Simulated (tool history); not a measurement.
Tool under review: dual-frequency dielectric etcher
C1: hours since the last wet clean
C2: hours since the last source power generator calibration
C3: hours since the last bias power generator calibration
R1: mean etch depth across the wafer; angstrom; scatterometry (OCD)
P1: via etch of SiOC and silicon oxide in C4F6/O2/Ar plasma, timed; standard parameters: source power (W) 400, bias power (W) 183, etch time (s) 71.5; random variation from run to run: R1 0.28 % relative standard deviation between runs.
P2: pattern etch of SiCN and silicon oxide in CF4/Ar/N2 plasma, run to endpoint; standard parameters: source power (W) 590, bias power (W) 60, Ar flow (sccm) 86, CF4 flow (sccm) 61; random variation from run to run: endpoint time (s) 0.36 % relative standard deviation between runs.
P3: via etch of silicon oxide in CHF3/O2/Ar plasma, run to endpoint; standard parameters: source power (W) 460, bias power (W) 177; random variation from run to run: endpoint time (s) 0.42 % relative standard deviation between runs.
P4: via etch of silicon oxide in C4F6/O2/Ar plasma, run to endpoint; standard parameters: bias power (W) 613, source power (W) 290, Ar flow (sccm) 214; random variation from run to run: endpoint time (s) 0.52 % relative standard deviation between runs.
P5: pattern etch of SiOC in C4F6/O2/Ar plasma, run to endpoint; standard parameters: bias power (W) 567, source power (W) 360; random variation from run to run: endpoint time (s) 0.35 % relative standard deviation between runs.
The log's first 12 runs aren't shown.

Run 13, day 7.725: process that ran P2, source power (W) 590, bias power (W) 60, Ar flow (sccm) 86, CF4 flow (sccm) 83; C1 378.6; C2 2862.9; C3 2324.4. Result: endpoint time (s) 16.0640.
Run 14, day 8.383: process that ran P1, source power (W) 300, bias power (W) 183, etch time (s) 71.5; C1 394.4; C2 2878.7; C3 2340.2. Result: R1 721.79 angstrom.
Run 15, day 8.992: process that ran P1, source power (W) 490, bias power (W) 183, etch time (s) 97.5; C1 409.0; C2 2893.3; C3 2354.8. Result: R1 1184.90 angstrom.
Run 16, day 9.512: process that ran P3, source power (W) 460, bias power (W) 177; C1 421.5; C2 2905.8; C3 2367.3. Result: endpoint time (s) 436.2800.
Run 17, day 10.054: process that ran P1, source power (W) 400, bias power (W) 246, etch time (s) 71.5; C1 434.5; C2 2918.8; C3 2380.3. Result: R1 889.44 angstrom.
Run 18, day 10.812: process that ran P1, source power (W) 400, bias power (W) 183, etch time (s) 71.5; C1 452.7; C2 2937.0; C3 2398.5. Result: R1 802.21 angstrom.
Run 19, day 11.271: process that ran P3, source power (W) 460, bias power (W) 118; C1 463.7; C2 2948.0; C3 2409.5. Result: endpoint time (s) 502.2900.
Run 20, day 11.842: process that ran P1, source power (W) 400, bias power (W) 183, etch time (s) 71.5; C1 477.4; C2 2961.7; C3 2423.2. Result: R1 804.61 angstrom.
Run 21, day 12.196: process that ran P3, source power (W) 310, bias power (W) 177; C1 485.9; C2 2970.2; C3 2431.7. Result: endpoint time (s) 513.6200.

For run 22, what comes out?
Run 22, day 12.975: process that ran P2, source power (W) 590, bias power (W) 60, Ar flow (sccm) 116, CF4 flow (sccm) 61; C1 504.6; C2 2988.9; C3 2450.4. Result: endpoint time (s) ?.

{"run 22": {"endpoint time (s)": 17.699}}

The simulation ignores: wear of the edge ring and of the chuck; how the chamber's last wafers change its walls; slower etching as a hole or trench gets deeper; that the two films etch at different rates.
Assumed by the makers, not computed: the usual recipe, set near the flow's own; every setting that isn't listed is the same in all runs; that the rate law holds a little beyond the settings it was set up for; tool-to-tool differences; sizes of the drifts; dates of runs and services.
